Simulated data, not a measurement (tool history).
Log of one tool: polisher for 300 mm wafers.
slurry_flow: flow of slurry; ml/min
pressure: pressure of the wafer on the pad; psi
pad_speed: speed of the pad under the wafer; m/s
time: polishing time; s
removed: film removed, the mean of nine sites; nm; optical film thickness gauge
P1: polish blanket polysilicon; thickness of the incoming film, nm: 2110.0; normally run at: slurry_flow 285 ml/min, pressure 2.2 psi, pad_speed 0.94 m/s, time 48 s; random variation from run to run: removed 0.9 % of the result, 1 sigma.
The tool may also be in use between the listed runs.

{"run": 1, "day": 0.675, "slurry_flow": 285, "pressure": 2.2, "pad_speed": 0.94, "time": 48, "removed": 318.15}
{"day": 1.075, "done": "slurry nozzle cleaned"}
{"run": 2, "day": 1.475, "slurry_flow": 285, "pressure": 2.2, "pad_speed": 0.94, "time": 66, "removed": 439.05}
{"run": 3, "day": 2.017, "slurry_flow": 285, "pressure": 2.2, "pad_speed": 0.94, "time": 48, "removed": 315.68}
{"run": 4, "day": 2.404, "slurry_flow": 285, "pressure": 2.2, "pad_speed": 1.42, "time": 48, "removed": 473.44}
{"run": 5, "day": 2.842, "slurry_flow": 285, "pressure": 3.2, "pad_speed": 0.94, "time": 48, "removed": 461.38}
{"run": 6, "day": 3.212, "slurry_flow": 170, "pressure": 2.2, "pad_speed": 0.94, "time": 48, "removed": 294.39}
{"run": 7, "day": 3.954, "slurry_flow": 425, "pressure": 2.2, "pad_speed": 0.94, "time": 48, "removed": 328.23}
{"run": 8, "day": 4.588, "slurry_flow": 285, "pressure": 2.2, "pad_speed": 0.94, "time": 48, "removed": 315.12}
{"run": 9, "day": 5.008, "slurry_flow": 285, "pressure": 1.0, "pad_speed": 0.94, "time": 48, "removed": 143.54}
{"run": 10, "day": 5.783, "slurry_flow": 285, "pressure": 2.2, "pad_speed": 0.94, "time": 48, "removed": 314.28}
{"run": 11, "day": 6.571, "slurry_flow": 405, "pressure": 2.2, "pad_speed": 1.24, "time": 48, "removed": 420.14}

Forecast run 12:
{"run": 12, "day": 7.062, "slurry_flow": 285, "pressure": 2.2, "pad_speed": 0.52, "time": 48, "removed": "?"}

Run 12 gave removed 174.52 nm.
